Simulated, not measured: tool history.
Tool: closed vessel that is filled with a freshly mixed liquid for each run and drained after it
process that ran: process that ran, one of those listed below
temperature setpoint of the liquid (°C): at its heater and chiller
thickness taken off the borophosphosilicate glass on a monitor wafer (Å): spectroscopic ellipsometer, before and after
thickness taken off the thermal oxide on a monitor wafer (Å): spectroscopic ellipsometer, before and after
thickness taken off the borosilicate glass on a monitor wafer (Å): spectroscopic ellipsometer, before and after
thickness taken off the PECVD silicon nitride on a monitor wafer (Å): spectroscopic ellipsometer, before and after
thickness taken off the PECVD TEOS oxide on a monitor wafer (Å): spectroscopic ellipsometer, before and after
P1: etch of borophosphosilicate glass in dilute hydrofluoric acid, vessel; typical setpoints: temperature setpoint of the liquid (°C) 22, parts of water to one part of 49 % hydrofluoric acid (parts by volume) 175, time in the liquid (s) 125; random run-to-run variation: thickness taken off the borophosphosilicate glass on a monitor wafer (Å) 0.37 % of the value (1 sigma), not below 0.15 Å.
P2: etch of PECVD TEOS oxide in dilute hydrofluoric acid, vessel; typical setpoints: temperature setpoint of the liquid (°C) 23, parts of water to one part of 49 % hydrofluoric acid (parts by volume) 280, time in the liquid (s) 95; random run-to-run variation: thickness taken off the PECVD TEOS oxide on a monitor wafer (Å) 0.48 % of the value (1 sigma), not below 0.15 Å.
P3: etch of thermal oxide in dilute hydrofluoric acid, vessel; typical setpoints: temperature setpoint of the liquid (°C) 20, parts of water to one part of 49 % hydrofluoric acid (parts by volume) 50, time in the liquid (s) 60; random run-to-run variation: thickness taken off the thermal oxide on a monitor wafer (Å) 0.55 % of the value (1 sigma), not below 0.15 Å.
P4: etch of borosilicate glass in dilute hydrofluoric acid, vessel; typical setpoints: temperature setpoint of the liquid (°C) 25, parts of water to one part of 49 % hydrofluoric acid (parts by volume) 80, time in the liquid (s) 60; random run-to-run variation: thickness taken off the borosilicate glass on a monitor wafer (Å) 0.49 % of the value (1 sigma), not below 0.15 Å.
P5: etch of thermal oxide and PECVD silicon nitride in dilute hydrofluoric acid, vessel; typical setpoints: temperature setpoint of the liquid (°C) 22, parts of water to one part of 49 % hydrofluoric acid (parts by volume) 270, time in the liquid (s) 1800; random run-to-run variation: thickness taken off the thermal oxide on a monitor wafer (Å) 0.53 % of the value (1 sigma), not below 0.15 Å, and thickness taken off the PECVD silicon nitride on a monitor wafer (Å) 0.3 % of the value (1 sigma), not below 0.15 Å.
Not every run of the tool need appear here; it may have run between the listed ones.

| run | hour | process that ran | temperature setpoint of the liquid (°C) | parts of water to one part of 49 % hydrofluoric acid (parts by volume) | time in the liquid (s) | hours since the thermometer was replaced | hours since the hydrofluoric acid flow meter was replaced | thickness taken off the borophosphosilicate glass on a monitor wafer (Å) | thickness taken off the thermal oxide on a monitor wafer (Å) | thickness taken off the borosilicate glass on a monitor wafer (Å) | thickness taken off the PECVD silicon nitride on a monitor wafer (Å) | thickness taken off the PECVD TEOS oxide on a monitor wafer (Å) |
|---|---|---|---|---|---|---|---|---|---|---|---|---|
| 1 | 9.3 | P1 | 22 | 175 | 125 | 386.2 | 1164.6 | 291.11 |  |  |  |  |
| 2 | 19.8 | P1 | 22 | 175 | 125 | 396.7 | 1175.1 | 292.99 |  |  |  |  |
| 3 | 33.2 | P3 | 20 | 50 | 85 | 410.1 | 1188.5 |  | 70.649 |  |  |  |
| 4 | 47.4 | P4 | 25 | 80 | 60 | 424.3 | 1202.7 |  |  | 193.88 |  |  |
|  | 60.5 | thermometer replaced |
| 5 | 61.1 | P1 | 22 | 55 | 230 | 0.7 | 1216.4 | 1960 |  |  |  |  |
| 6 | 77.4 | P5 | 17 | 270 | 1800 | 17 | 1232.7 |  | 204.02 |  | 118.36 |  |
| 7 | 92.3 | P4 | 25 | 80 | 30 | 31.9 | 1247.6 |  |  | 97.519 |  |  |
| 8 | 102.5 | P4 | 25 | 125 | 60 | 42.1 | 1257.8 |  |  | 117.14 |  |  |
| 9 | 113 | P3 | 20 | 20 | 60 | 52.6 | 1268.3 |  | 128.88 |  |  |  |
| 10 | 123 | P2 | 23 | 280 | 170 | 62.6 | 1278.3 |  |  |  |  | 87.43 |
| 11 | 138.8 | P1 | 22 | 50 | 125 | 78.4 | 1294.1 | 1170.2 |  |  |  |  |
|  | 139.4 | hydrofluoric acid flow meter replaced |
| 12 | 151.7 | P5 | 22 | 270 | 1800 | 91.3 | 12.3 |  | 247.23 |  | 164.6 |  |
| 13 | 162.8 | P1 | 22 | 175 | 220 | 102.4 | 23.4 | 517.18 |  |  |  |  |
| 14 | 175.6 | P4 | 25 | 80 | 60 | 115.2 | 36.2 |  |  | 193.79 |  |  |
| 15 | 184.4 | P1 | 22 | 175 | 125 | 124 | 45 | 291.91 |  |  |  |  |
| 16 | 196.3 | P1 | 22 | 175 | 125 | 135.9 | 56.9 | 291.37 |  |  |  |  |
| 17 | 203.9 | P1 | 22 | 245 | 125 | 143.5 | 64.5 | 195.07 |  |  |  |  |
| 18 | 217 | P4 | 18.5 | 80 | 60 | 156.6 | 77.6 |  |  | 149.54 |  |  |
| 19 | 229.8 | P2 | 19.5 | 280 | 95 | 169.4 | 90.4 |  |  |  |  | 42.974 |
| 20 | 242.5 | P2 | 23 | 280 | 95 | 182.1 | 103.1 |  |  |  |  | 48.577 |
| 21 | 254.3 | P1 | 22 | 175 | 30 | 193.9 | 114.9 | 69.922 |  |  |  |  |
| 22 | 264.2 | P1 | 17 | 175 | 125 | 203.8 | 124.8 | 242.07 |  |  |  |  |
| 23 | 277.7 | P3 | 20 | 50 | 60 | 217.3 | 138.3 |  | 50.405 |  |  |  |
| 24 | 288.1 | P2 | 23 | 415 | 95 | 227.7 | 148.7 |  |  |  |  | 28.952 |
| 25 | 303.5 | P1 | 27 | 175 | 125 | 243.1 | 164.1 | 351.27 |  |  |  |  |
| 26 | 312.3 | P5 | 22 | 270 | 2905 | 251.9 | 172.9 |  | 399.72 |  | 264.69 |  |
| 27 | 327.2 | P5 | 22 | 170 | 1800 | 266.8 | 187.8 |  | 434 |  | 257.29 |  |
| 28 | 336.7 | P5 | 22 | 270 | 1800 | 276.3 | 197.3 |  | 245.66 |  | 163.92 |  |
| 29 | 347.5 | P3 | 17 | 50 | 60 | 287.1 | 208.1 |  | 43.466 |  |  |  |
| 30 | 361.4 | P1 | 22 | 175 | 125 | 301 | 222 | 292.74 |  |  |  |  |

Expected results for the next run?
| 31 | 372.1 | P1 | 22 | 175 | 125 | 311.7 | 232.7 | ? |  |  |  |  |

thickness taken off the borophosphosilicate glass on a monitor wafer (Å): 284.65

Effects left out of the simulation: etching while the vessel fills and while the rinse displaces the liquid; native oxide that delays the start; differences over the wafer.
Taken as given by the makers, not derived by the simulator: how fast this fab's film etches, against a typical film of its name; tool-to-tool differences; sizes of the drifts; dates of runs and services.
